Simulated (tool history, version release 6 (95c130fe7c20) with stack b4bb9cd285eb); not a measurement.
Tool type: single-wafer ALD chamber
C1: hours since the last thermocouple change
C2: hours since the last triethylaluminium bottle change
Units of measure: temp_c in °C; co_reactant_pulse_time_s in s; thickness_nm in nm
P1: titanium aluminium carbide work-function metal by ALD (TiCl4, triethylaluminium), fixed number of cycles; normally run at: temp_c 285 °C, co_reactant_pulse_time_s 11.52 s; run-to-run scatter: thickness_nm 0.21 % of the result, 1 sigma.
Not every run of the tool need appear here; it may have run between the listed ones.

Run 1, day 0.304: temp_c 285 °C, co_reactant_pulse_time_s 11.52 s; C1 651.3; C2 555.6. Result: thickness_nm 1.8582 nm.
Run 2, day 0.842: temp_c 303 °C, co_reactant_pulse_time_s 11.52 s; C1 664.2; C2 568.5. Result: thickness_nm 2.0103 nm.
Run 3, day 1.258: temp_c 285 °C, co_reactant_pulse_time_s 11.52 s; C1 674.2; C2 578.5. Result: thickness_nm 1.8499 nm.
Run 4, day 1.679: temp_c 285 °C, co_reactant_pulse_time_s 11.52 s; C1 684.3; C2 588.6. Result: thickness_nm 1.8594 nm.
At day 2.012: thermocouple changed; heater temperature recalibrated.
Run 5, day 2.254: temp_c 285 °C, co_reactant_pulse_time_s 11.52 s; C1 5.9; C2 602.4. Result: thickness_nm 1.8607 nm.
Run 6, day 2.712: temp_c 300 °C, co_reactant_pulse_time_s 18.68 s; C1 16.9; C2 613.4. Result: thickness_nm 2.0203 nm.
Run 7, day 3.200: temp_c 270 °C, co_reactant_pulse_time_s 15.56 s; C1 28.6; C2 625.1. Result: thickness_nm 1.7593 nm.
Run 8, day 3.642: temp_c 265 °C, co_reactant_pulse_time_s 11.52 s; C1 39.2; C2 635.7. Result: thickness_nm 1.6926 nm.
Run 9, day 3.933: temp_c 285 °C, co_reactant_pulse_time_s 11.52 s; C1 46.2; C2 642.7. Result: thickness_nm 1.8578 nm.
Run 10, day 4.346: temp_c 285 °C, co_reactant_pulse_time_s 5.32 s; C1 56.1; C2 652.6. Result: thickness_nm 1.5892 nm.
Run 11, day 4.725: temp_c 285 °C, co_reactant_pulse_time_s 18.79 s; C1 65.2; C2 661.7. Result: thickness_nm 1.8855 nm.
Run 12, day 5.062: temp_c 285 °C, co_reactant_pulse_time_s 11.52 s; C1 73.3; C2 669.8. Result: thickness_nm 1.8517 nm.
Run 13, day 5.546: temp_c 285 °C, co_reactant_pulse_time_s 11.52 s; C1 84.9; C2 681.4. Result: thickness_nm 1.8421 nm.
Run 14, day 5.908: temp_c 285 °C, co_reactant_pulse_time_s 11.52 s; C1 93.6; C2 690.1. Result: thickness_nm 1.8300 nm.
Run 15, day 6.425: temp_c 285 °C, co_reactant_pulse_time_s 11.52 s; C1 106.0; C2 702.5. Result: thickness_nm 1.8146 nm.
Run 16, day 6.800: temp_c 285 °C, co_reactant_pulse_time_s 11.52 s; C1 115.0; C2 711.5. Result: thickness_nm 1.8208 nm.
Run 17, day 7.312: temp_c 285 °C, co_reactant_pulse_time_s 11.52 s; C1 127.3; C2 723.8. Result: thickness_nm 1.8093 nm.
Run 18, day 7.871: temp_c 285 °C, co_reactant_pulse_time_s 11.52 s; C1 140.7; C2 737.2. Result: thickness_nm 1.8078 nm.

Something has made what P1 gives creep away from where it was; the 2 causes below, each at its own stated size, fit the log equally well:
A: triethylaluminium dose below that of a fresh bottle (%) = 21
B: wafer temperature below the value expected at the setpoint (K) = 5.46
At approximately day 5.062, the process output began to creep.

The check runs listed below each take one wafer, and their results are still question marks. Under which run would the listed causes lead to clearly different results?
Run check 1, day 8.429: temp_c 270 °C, co_reactant_pulse_time_s 11.52 s. Result: thickness_nm ?.
Run check 2, day 8.429: temp_c 275 °C, co_reactant_pulse_time_s 11.52 s. Result: thickness_nm ?.
Run check 3, day 8.429: temp_c 276 °C, co_reactant_pulse_time_s 11.52 s. Result: thickness_nm ?.
Run check 4, day 8.429: temp_c 285 °C, co_reactant_pulse_time_s 6.59 s. Result: thickness_nm ?.

Predicted outcomes, by check and by cause:
  check        result    if A    if B
check 1  thickness_nm  1.6879  1.6856
check 2  thickness_nm  1.7288  1.7273
check 3  thickness_nm  1.7371  1.7357
check 4  thickness_nm  1.5790  1.6560
Per check, the gap between the least separated pair of causes, taken in the result that splits them most: check 1 0.14 %; check 2 0.09 %; check 3 0.08 %; check 4 4.76 %
Of the check runs offered, only check 4 discriminates between the causes; the rest would read about the same regardless of which cause applies.

Check 4 was carried out, with these results: thickness_nm 1.5804 nm. Which of the listed causes is responsible?

A is the cause: triethylaluminium dose below that of a fresh bottle (%).
